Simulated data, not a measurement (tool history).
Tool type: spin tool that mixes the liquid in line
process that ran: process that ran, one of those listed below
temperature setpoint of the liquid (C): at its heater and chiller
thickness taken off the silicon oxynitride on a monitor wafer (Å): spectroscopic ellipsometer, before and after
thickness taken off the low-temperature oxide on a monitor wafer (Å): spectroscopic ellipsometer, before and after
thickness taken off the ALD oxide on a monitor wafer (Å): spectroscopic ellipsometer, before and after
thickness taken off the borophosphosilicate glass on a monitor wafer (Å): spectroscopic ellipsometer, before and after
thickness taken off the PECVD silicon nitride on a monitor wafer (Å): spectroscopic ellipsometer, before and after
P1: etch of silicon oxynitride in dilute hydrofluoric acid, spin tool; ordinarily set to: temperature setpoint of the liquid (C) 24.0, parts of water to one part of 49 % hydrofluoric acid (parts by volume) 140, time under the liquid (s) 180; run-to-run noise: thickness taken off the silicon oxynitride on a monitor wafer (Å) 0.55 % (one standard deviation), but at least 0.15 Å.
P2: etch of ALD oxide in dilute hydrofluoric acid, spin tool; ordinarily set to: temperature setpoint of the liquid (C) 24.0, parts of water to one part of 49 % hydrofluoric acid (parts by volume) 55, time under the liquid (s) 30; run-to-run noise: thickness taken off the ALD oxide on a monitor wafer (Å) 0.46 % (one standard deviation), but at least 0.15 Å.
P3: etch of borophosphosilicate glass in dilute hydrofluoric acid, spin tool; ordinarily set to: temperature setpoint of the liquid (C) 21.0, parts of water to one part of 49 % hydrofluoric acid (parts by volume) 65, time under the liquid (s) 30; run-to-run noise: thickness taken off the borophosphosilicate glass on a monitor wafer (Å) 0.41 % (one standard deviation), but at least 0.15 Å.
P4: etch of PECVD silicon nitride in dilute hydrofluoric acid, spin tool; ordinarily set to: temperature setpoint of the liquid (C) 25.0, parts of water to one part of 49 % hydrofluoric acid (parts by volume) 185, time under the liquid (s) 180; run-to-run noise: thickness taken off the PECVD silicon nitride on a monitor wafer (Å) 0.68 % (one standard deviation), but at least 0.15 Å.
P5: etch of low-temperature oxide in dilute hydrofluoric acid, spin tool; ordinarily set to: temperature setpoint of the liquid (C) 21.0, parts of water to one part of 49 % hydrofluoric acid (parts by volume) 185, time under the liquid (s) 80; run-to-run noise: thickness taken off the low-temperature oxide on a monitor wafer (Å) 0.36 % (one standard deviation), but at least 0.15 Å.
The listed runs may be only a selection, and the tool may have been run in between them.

run   hour  process that ran  temperature setpoint of the liquid (C)  parts of water to one part of 49 % hydrofluoric acid (parts by volume)  time under the liquid (s)  hours since the thermometer was replaced  hours since the hydrofluoric acid flow meter was replaced  thickness taken off the silicon oxynitride on a monitor wafer (Å)  thickness taken off the low-temperature oxide on a monitor wafer (Å)  thickness taken off the ALD oxide on a monitor wafer (Å)  thickness taken off the borophosphosilicate glass on a monitor wafer (Å)  thickness taken off the PECVD silicon nitride on a monitor wafer (Å)
  1    5.6                P1                                    24.0                                                                     140                        180                                     729.7                                                      671.3                                                             54.276
  2    9.4                P1                                    20.0                                                                     140                        180                                     733.5                                                      675.1                                                             44.130
  3   16.0                P5                                    21.0                                                                      45                         80                                     740.1                                                      681.7                                                                                                                                  440.840
  4   22.5                P2                                    24.0                                                                      20                         30                                     746.6                                                      688.2                                                                                                                                                                                             544.38
  5   28.7                P3                                    21.0                                                                      65                         45                                     752.8                                                      694.4                                                                                                                                                                                                                                                                       226.68
  6   33.3                P3                                    17.0                                                                      65                         30                                     757.4                                                      699.0                                                                                                                                                                                                                                                                       127.59
  7   37.4                P5                                    21.0                                                                     185                        120                                     761.5                                                      703.1                                                                                                                                  136.760
  8   44.3                P1                                    28.0                                                                     140                        180                                     768.4                                                      710.0                                                             64.463
  9   49.1                P1                                    24.0                                                                     140                         90                                     773.2                                                      714.8                                                             26.660
 10   55.8                P1                                    24.0                                                                     140                        180                                     779.9                                                      721.5                                                             53.713
 11   59.8                P2                                    20.0                                                                      55                         30                                     783.9                                                      725.5                                                                                                                                                                                             159.84
 12   63.5                P1                                    24.0                                                                     200                        180                                     787.6                                                      729.2                                                             36.531
 13   69.8                P1                                    24.0                                                                     140                        330                                     793.9                                                      735.5                                                             98.885
 14   74.9                P1                                    24.0                                                                     140                        180                                     799.0                                                      740.6                                                             53.620
 15   80.9                P5                                    21.0                                                                     185                         80                                     805.0                                                      746.6                                                                                                                                   90.770
 16   84.8                P1                                    24.0                                                                     140                        180                                     808.9                                                      750.5                                                             53.815
 17   89.3                P1                                    24.0                                                                      40                         55                                     813.4                                                      755.0                                                             62.246
 18   95.7                P2                                    24.0                                                                      55                         55                                     819.8                                                      761.4                                                                                                                                                                                             348.73
 19  102.4                P2                                    24.0                                                                      55                         30                                     826.5                                                      768.1                                                                                                                                                                                             187.95
 20  108.5                P1                                    24.0                                                                     140                        180                                     832.6                                                      774.2                                                             53.501
 21  113.1                P4                                    25.0                                                                     185                        180                                     837.2                                                      778.8                                                                                                                                                                                                                                                                                                                                             33.212
 22  116.4                P3                                    21.0                                                                      65                         30                                     840.5                                                      782.1                                                                                                                                                                                                                                                                       152.26
 23  122.7                P1                                    24.0                                                                      55                        180                                     846.8                                                      788.4                                                            147.110
 24  126.9                P2                                    24.0                                                                      55                         30                                     851.0                                                      792.6                                                                                                                                                                                             189.71
 25  131.1                P3                                    21.0                                                                      65                         30                                     855.2                                                      796.8                                                                                                                                                                                                                                                                       152.04
     135.4  -- thermometer replaced
 26  137.1                P5                                    17.0                                                                     185                         80                                       1.7                                                      802.8                                                                                                                                   78.285
 27  143.9                P3                                    21.0                                                                      25                         30                                       8.5                                                      809.6                                                                                                                                                                                                                                                                       413.75
 28  148.1                P4                                    25.0                                                                      75                        180                                      12.7                                                      813.8                                                                                                                                                                                                                                                                                                                                             80.085
 29  153.8                P5                                    21.0                                                                     185                         80                                      18.4                                                      819.5                                                                                                                                   91.434
 30  159.7                P4                                    29.5                                                                     185                        180                                      24.3                                                      825.4                                                                                                                                                                                                                                                                                                                                             43.533
 31  166.0                P1                                    24.0                                                                     140                        180                                      30.6                                                      831.7                                                             53.667
 32  172.2                P4                                    25.0                                                                     185                        180                                      36.8                                                      837.9                                                                                                                                                                                                                                                                                                                                             32.972
 33  178.9                P1                                    19.5                                                                     140                         95                                      43.5                                                      844.6                                                             23.088
 34  183.0                P4                                    25.0                                                                     185                        350                                      47.6                                                      848.7                                                                                                                                                                                                                                                                                                                                             64.083
 35  186.7                P1                                    24.0                                                                     140                        180                                      51.3                                                      852.4                                                             54.006
 36  190.9                P1                                    24.0                                                                     140                        180                                      55.5                                                      856.6                                                             54.678
 37  197.2                P1                                    24.0                                                                     140                        180                                      61.8                                                      862.9                                                             55.736
 38  202.9                P1                                    24.0                                                                     140                        180                                      67.5                                                      868.6                                                             57.293
 39  209.0                P1                                    24.0                                                                     140                        180                                      73.6                                                      874.7                                                             56.680
 40  214.3                P1                                    24.0                                                                     140                        180                                      78.9                                                      880.0                                                             57.601
 41  221.5                P1                                    24.0                                                                     140                        180                                      86.1                                                      887.2                                                             57.226
 42  228.1                P1                                    24.0                                                                     140                        180                                      92.7                                                      893.8                                                             57.268
 43  232.6                P1                                    24.0                                                                     140                        180                                      97.2                                                      898.3                                                             57.966
 44  236.9                P1                                    24.0                                                                     140                        180                                     101.5                                                      902.6                                                             57.435
 45  242.2                P1                                    24.0                                                                     140                        180                                     106.8                                                      907.9                                                             57.750

What P1 gives has crept away from where it was. These 2 causes fit the log equally well, each at the size given:
A: liquid hotter than its thermometer reads (K) = 1.61
B: hydrofluoric acid flow above the setpoint (%) = 6.84
The creep began at about hour 186.7.

Of the 4 check runs below, each run on 2 wafers with the results averaged and each result still a question mark, which one would tell the listed causes apart?
check 1  247.5                P3                                    17.0                                                                      35                         30                                                                                                                                                                                                                                                                                                                                                                                 ?
check 2  247.5                P4                                    25.0                                                                     125                        340                                                                                                                                                                                                                                                                                                                                                                                                                                                       ?
check 3  247.5                P2                                    24.0                                                                      35                         50                                                                                                                                                                                                                                                                                                       ?
check 4  247.5                P5                                    17.0                                                                      80                         80                                                                                                                                                                                                                                             ?

Predicted outcomes, by check and by cause:
  check                                                                    result     if A     if B
check 1  thickness taken off the borophosphosilicate glass on a monitor wafer (Å)   263.80   263.37
check 2      thickness taken off the PECVD silicon nitride on a monitor wafer (Å)  101.790   98.017
check 3                  thickness taken off the ALD oxide on a monitor wafer (Å)   542.05   543.40
check 4      thickness taken off the low-temperature oxide on a monitor wafer (Å)  214.100  214.830
Minimum pairwise separation of causes per check, each pair taken at its best-separating result: check 1 0.16 %; check 2 3.78 %; check 3 0.25 %; check 4 0.34 %
Only in check 2 would the causes give clearly different results; in the remaining checks their results would be nearly the same.

Check 2 was carried out, with these results: thickness taken off the PECVD silicon nitride on a monitor wafer (Å) 102.870. Which of the listed causes is responsible?

Of the candidate causes, it is A: liquid hotter than its thermometer reads (K).
